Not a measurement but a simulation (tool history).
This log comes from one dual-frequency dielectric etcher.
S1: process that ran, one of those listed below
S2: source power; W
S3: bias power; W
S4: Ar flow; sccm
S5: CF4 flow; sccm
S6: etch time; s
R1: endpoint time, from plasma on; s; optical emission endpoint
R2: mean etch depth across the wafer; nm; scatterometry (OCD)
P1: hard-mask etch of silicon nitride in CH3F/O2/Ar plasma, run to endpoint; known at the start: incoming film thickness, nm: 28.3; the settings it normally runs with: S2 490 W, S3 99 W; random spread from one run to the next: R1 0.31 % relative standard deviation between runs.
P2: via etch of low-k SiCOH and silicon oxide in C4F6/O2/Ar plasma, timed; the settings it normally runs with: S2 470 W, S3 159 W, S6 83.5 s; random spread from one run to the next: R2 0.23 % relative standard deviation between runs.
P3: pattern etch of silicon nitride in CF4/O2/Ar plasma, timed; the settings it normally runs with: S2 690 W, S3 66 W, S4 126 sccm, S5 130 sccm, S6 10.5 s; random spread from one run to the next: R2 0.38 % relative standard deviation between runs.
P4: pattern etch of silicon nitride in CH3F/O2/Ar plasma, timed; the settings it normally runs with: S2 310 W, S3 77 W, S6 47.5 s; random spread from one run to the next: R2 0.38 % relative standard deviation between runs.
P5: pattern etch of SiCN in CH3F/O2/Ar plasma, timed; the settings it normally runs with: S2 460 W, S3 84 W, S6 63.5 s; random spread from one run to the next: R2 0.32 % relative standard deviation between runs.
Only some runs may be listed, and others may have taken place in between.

run,hour,S1,S2,S3,S4,S5,S6,R1,R2
1,2.8,P1,490,99,,,,33.762,
2,6.3,P3,690,66,100,130,10.5,,30.006
3,9.1,P4,310,77,,,63.5,,42.002
4,12.7,P5,560,84,,,63.5,,27.937
5,17,P1,490,99,,,,33.683,
6,19.9,P2,470,159,,,56.5,,160.52
7,24.3,P5,460,117,,,63.5,,29.42
8,27,P1,490,99,,,,33.771,
9,29.5,P1,490,99,,,,33.905,
10,32.9,P5,460,84,,,63.5,,26.07
11,37.4,P3,690,66,126,130,6.5,,18.111
12,40.6,P1,490,99,,,,33.551,
13,43.2,P1,320,99,,,,39.554,
14,46.5,P1,490,66,,,,38.723,
15,49,P3,880,66,126,130,10.5,,36.201
16,53.3,P1,490,99,,,,33.721,
17,57.9,P2,470,128,,,83.5,,222.76
18,61.7,P4,310,50,,,47.5,,27.027
19,64.2,P4,310,77,,,47.5,,31.696
# hour 65.7: bias power generator calibrated
20,66.9,P4,440,77,,,47.5,,35.859
21,69.5,P2,470,159,,,83.5,,238.6
22,72.4,P5,460,84,,,46.5,,19.088
23,75.6,P1,680,99,,,,29.895,
24,80.1,P5,460,84,,,63.5,,25.944
25,84.5,P3,690,66,126,130,10.5,,29.225
26,89,P1,490,126,,,,30.923,
27,92.6,P4,310,77,,,47.5,,31.316
28,96.2,P3,690,66,126,155,10.5,,29.854
29,100.3,P3,690,89,126,130,10.5,,32.771
30,103,P1,370,129,,,,34.091,
31,106,P2,590,159,,,83.5,,260.41
32,108.6,P2,470,159,,,83.5,,237.97
33,112.9,P1,490,99,,,,33.834,
34,116.8,P1,490,99,,,,33.877,
35,118.8,P1,490,99,,,,34.038,
36,120.9,P1,490,99,,,,34.2,
# hour 124.4: wet clean of the chamber
37,124.5,P1,490,99,,,,34.131,
38,127,P1,490,99,,,,34.232,
39,129.7,P1,490,99,,,,34.212,
40,131.8,P1,490,99,,,,34.19,
41,135.2,P1,490,99,,,,34.133,

What P1 gives has crept off from where it sat before. The 2 causes that follow fit the log equally well, each at the size noted:
A: source power that arrives under what is set, % = 4
B: bias power that arrives under what is set, % = 4.16
At approximately hour 112.9, the process output began to creep.
Why every other cause is out:
chamber walls in a state that lowers the etch rate, %: serviced at hour 124.4, after the drift had started, without restoring the earlier output

Each of the check runs listed below is run on 2 wafers and reports their average, with the results left as question marks. Pick the one under which the possible causes would lead to clearly different results.
check 1,138.6,P3,880,66,101,130,10.5,,?
check 2,138.6,P4,410,54,,,47.5,,?
check 3,138.6,P5,460,106,,,63.5,,?
check 4,138.6,P2,590,159,,,60,,?

How each check would come out, cause by cause:
check,result,if A,if B
check 1,R2,35.64,36.36
check 2,R2,30.575,30.647
check 3,R2,27.872,27.845
check 4,R2,183.91,184.57
Per-check spread between the two closest causes, in the result where they differ most: check 1 2 %; check 2 0.23 %; check 3 0.1 %; check 4 0.36 %
Check 1 distinguishes between the causes, while the remaining checks would return nearly the same result for all of them.

Here is what check 1 returned: R2 36.383 nm. Which cause is it?

It was cause B: bias power that arrives under what is set, %.

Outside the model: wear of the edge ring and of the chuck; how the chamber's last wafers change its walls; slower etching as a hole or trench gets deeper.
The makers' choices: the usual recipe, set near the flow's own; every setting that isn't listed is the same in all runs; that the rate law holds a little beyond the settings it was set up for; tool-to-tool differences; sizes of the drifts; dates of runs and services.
